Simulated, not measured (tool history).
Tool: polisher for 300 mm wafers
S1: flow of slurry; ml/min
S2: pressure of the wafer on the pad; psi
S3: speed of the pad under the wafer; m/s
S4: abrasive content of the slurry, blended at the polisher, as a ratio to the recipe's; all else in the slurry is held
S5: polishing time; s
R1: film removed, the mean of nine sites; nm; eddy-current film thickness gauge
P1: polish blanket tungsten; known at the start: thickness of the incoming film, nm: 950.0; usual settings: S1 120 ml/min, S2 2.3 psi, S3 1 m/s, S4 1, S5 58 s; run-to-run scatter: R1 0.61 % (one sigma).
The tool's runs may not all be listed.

run 1 hour=4.3 | S1=120 S2=2.3 S3=1 S4=1 S5=58 | R1=175.47
run 2 hour=6.8 | S1=180 S2=2.3 S3=1 S4=1 S5=58 | R1=188.76
run 3 hour=10.5 | S1=120 S2=1.2 S3=1 S4=1 S5=58 | R1=91.809
-- hour=12.6 head pressure recalibrated
run 4 hour=14 | S1=120 S2=2.3 S3=1 S4=0.55 S5=81 | R1=215.57
run 5 hour=18.8 | S1=120 S2=3.1 S3=1 S4=1 S5=58 | R1=239.34
run 6 hour=22.1 | S1=120 S2=2.3 S3=1 S4=1 S5=58 | R1=176.27
run 7 hour=24.7 | S1=120 S2=2.3 S3=1 S4=1 S5=58 | R1=174.92
run 8 hour=28.3 | S1=120 S2=2.3 S3=1 S4=1 S5=58 | R1=176.09
run 9 hour=32.4 | S1=120 S2=2.3 S3=1 S4=1 S5=58 | R1=174.88
run 10 hour=35.5 | S1=120 S2=2.3 S3=0.62 S4=1 S5=58 | R1=109.49
-- hour=38.6 slurry blender recalibrated
run 11 hour=39.1 | S1=120 S2=2.3 S3=1 S4=1 S5=26 | R1=78.526
run 12 hour=44.1 | S1=120 S2=2.3 S3=1.52 S4=1 S5=58 | R1=270.86
run 13 hour=48.9 | S1=120 S2=2.3 S3=1 S4=1.35 S5=58 | R1=189.78
run 14 hour=53.6 | S1=75 S2=2.3 S3=1 S4=1 S5=58 | R1=156.01
-- hour=54.3 slurry nozzle cleaned
run 15 hour=57.2 | S1=120 S2=2.3 S3=1 S4=1 S5=88 | R1=268.28
run 16 hour=62 | S1=120 S2=2.3 S3=1 S4=1 S5=58 | R1=176.12
run 17 hour=66.7 | S1=120 S2=2.3 S3=1 S4=0.55 S5=58 | R1=153.07
run 18 hour=69.8 | S1=120 S2=2.3 S3=1 S4=1 S5=58 | R1=177.93
run 19 hour=72.4 | S1=120 S2=2.3 S3=1 S4=1 S5=58 | R1=171.24
run 20 hour=74.6 | S1=120 S2=2.3 S3=1 S4=1 S5=58 | R1=169.96
run 21 hour=79.4 | S1=120 S2=2.3 S3=1 S4=1 S5=58 | R1=165.11
run 22 hour=83.7 | S1=120 S2=2.3 S3=1 S4=1 S5=58 | R1=162.35
-- hour=85 worn pad replaced by a new one
-- hour=85.1 slurry tank refilled with fresh slurry and peroxide
run 23 hour=87.7 | S1=120 S2=2.3 S3=1 S4=1 S5=58 | R1=160.16
-- hour=89.2 slurry blender recalibrated
run 24 hour=91.5 | S1=120 S2=2.3 S3=1 S4=1 S5=58 | R1=160.23
run 25 hour=96.5 | S1=120 S2=2.3 S3=1 S4=1 S5=58 | R1=159.55
run 26 hour=99.5 | S1=120 S2=2.3 S3=1 S4=1 S5=58 | R1=159.52
run 27 hour=102.6 | S1=120 S2=2.3 S3=1 S4=1 S5=58 | R1=158.59

What P1 gives has crept away from where it was. These 2 causes fit the log equally well, each at the size given:
A: slurry flow missing at the pad, % = 33.5
B: head's pressure below its setpoint, % = 9.93
The creep began at about hour 69.8.
Why every other cause is out:
removal rate lost through wear of the pad, %: serviced at hour 85, which brought nothing back
abrasive missing from the slurry, %: serviced at hour 89.2, which brought nothing back
peroxide lost from the slurry, %: serviced at hour 85.1, which brought nothing back

4 check runs are offered, each on 3 wafers whose results are averaged, their results left as question marks. Which one tells the causes apart?
run check 1 hour=105.7 | S1=120 S2=2.3 S3=1 S4=1.35 S5=58 | R1=?
run check 2 hour=105.7 | S1=120 S2=1.8 S3=1 S4=1 S5=36 | R1=?
run check 3 hour=105.7 | S1=120 S2=2.3 S3=1 S4=1.3 S5=58 | R1=?
run check 4 hour=105.7 | S1=90 S2=2.3 S3=1.3 S4=1 S5=58 | R1=?

What each check would give under each cause:
check=check_1 result=R1 if_A=170.68 if_B=170.69
check=check_2 result=R1 if_A=77.148 if_B=77.154
check=check_3 result=R1 if_A=169.12 if_B=169.13
check=check_4 result=R1 if_A=186.98 if_B=192.56
How far apart the two closest causes lie, in the result that separates them most: check 1 0.01 %; check 2 0.01 %; check 3 0.01 %; check 4 2.94 %
Check 4 tells the causes apart: in the others they would give nearly the same result.

Then check 4 was run and gave: R1 186.15 nm. Which cause is it?

It is A: slurry flow missing at the pad, %.
